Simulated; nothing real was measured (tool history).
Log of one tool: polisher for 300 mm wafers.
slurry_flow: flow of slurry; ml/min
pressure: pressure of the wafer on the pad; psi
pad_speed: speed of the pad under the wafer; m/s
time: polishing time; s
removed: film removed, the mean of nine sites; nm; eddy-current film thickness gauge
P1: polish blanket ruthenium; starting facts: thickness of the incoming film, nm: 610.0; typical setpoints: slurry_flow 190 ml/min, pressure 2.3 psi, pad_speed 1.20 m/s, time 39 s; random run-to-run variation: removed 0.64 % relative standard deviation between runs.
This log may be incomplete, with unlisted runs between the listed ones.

Run 1, hour 11.8: slurry_flow 190 ml/min, pressure 2.3 psi, pad_speed 1.20 m/s, time 39 s. Result: removed 64.540 nm.
Run 2, hour 19.9: slurry_flow 190 ml/min, pressure 1.0 psi, pad_speed 1.20 m/s, time 39 s. Result: removed 27.892 nm.
Run 3, hour 33.3: slurry_flow 190 ml/min, pressure 2.3 psi, pad_speed 1.20 m/s, time 39 s. Result: removed 64.496 nm.
Run 4, hour 41.0: slurry_flow 190 ml/min, pressure 2.3 psi, pad_speed 1.20 m/s, time 39 s. Result: removed 64.970 nm.
Run 5, hour 51.9: slurry_flow 190 ml/min, pressure 2.3 psi, pad_speed 0.54 m/s, time 39 s. Result: removed 29.027 nm.
Run 6, hour 60.2: slurry_flow 190 ml/min, pressure 3.2 psi, pad_speed 1.20 m/s, time 39 s. Result: removed 89.897 nm.
Run 7, hour 74.9: slurry_flow 190 ml/min, pressure 2.3 psi, pad_speed 1.20 m/s, time 39 s. Result: removed 64.016 nm.
Run 8, hour 85.9: slurry_flow 115 ml/min, pressure 2.3 psi, pad_speed 1.20 m/s, time 39 s. Result: removed 59.097 nm.
Run 9, hour 99.1: slurry_flow 190 ml/min, pressure 2.3 psi, pad_speed 1.90 m/s, time 39 s. Result: removed 102.530 nm.
Run 10, hour 108.0: slurry_flow 190 ml/min, pressure 2.3 psi, pad_speed 1.20 m/s, time 39 s. Result: removed 64.756 nm.
Run 11, hour 121.1: slurry_flow 115 ml/min, pressure 3.0 psi, pad_speed 1.20 m/s, time 39 s. Result: removed 77.851 nm.
Run 12, hour 128.2: slurry_flow 190 ml/min, pressure 2.3 psi, pad_speed 1.20 m/s, time 18 s. Result: removed 29.760 nm.
Run 13, hour 138.4: slurry_flow 190 ml/min, pressure 2.3 psi, pad_speed 1.20 m/s, time 62 s. Result: removed 101.460 nm.
Run 14, hour 148.2: slurry_flow 290 ml/min, pressure 2.3 psi, pad_speed 1.20 m/s, time 39 s. Result: removed 68.022 nm.
Run 15, hour 157.3: slurry_flow 190 ml/min, pressure 1.2 psi, pad_speed 1.20 m/s, time 51 s. Result: removed 44.128 nm.
Run 16, hour 164.3: slurry_flow 190 ml/min, pressure 2.3 psi, pad_speed 1.20 m/s, time 39 s. Result: removed 64.545 nm.
Run 17, hour 177.6: slurry_flow 190 ml/min, pressure 2.3 psi, pad_speed 1.20 m/s, time 39 s. Result: removed 63.122 nm.
Run 18, hour 191.1: slurry_flow 190 ml/min, pressure 2.3 psi, pad_speed 1.20 m/s, time 39 s. Result: removed 62.296 nm.
Run 19, hour 199.1: slurry_flow 190 ml/min, pressure 2.3 psi, pad_speed 1.20 m/s, time 39 s. Result: removed 62.242 nm.
Run 20, hour 210.1: slurry_flow 190 ml/min, pressure 2.3 psi, pad_speed 1.20 m/s, time 39 s. Result: removed 61.959 nm.
At hour 214.7: worn pad replaced by a new one.
Run 21, hour 224.4: slurry_flow 190 ml/min, pressure 2.3 psi, pad_speed 1.20 m/s, time 39 s. Result: removed 61.043 nm.

Run 22, settings as shown, results not yet in. Your forecast:
Run 22, hour 238.3: slurry_flow 190 ml/min, pressure 2.3 psi, pad_speed 1.20 m/s, time 39 s. Result: removed ?.

{"run 22": {"removed": 61.144}}

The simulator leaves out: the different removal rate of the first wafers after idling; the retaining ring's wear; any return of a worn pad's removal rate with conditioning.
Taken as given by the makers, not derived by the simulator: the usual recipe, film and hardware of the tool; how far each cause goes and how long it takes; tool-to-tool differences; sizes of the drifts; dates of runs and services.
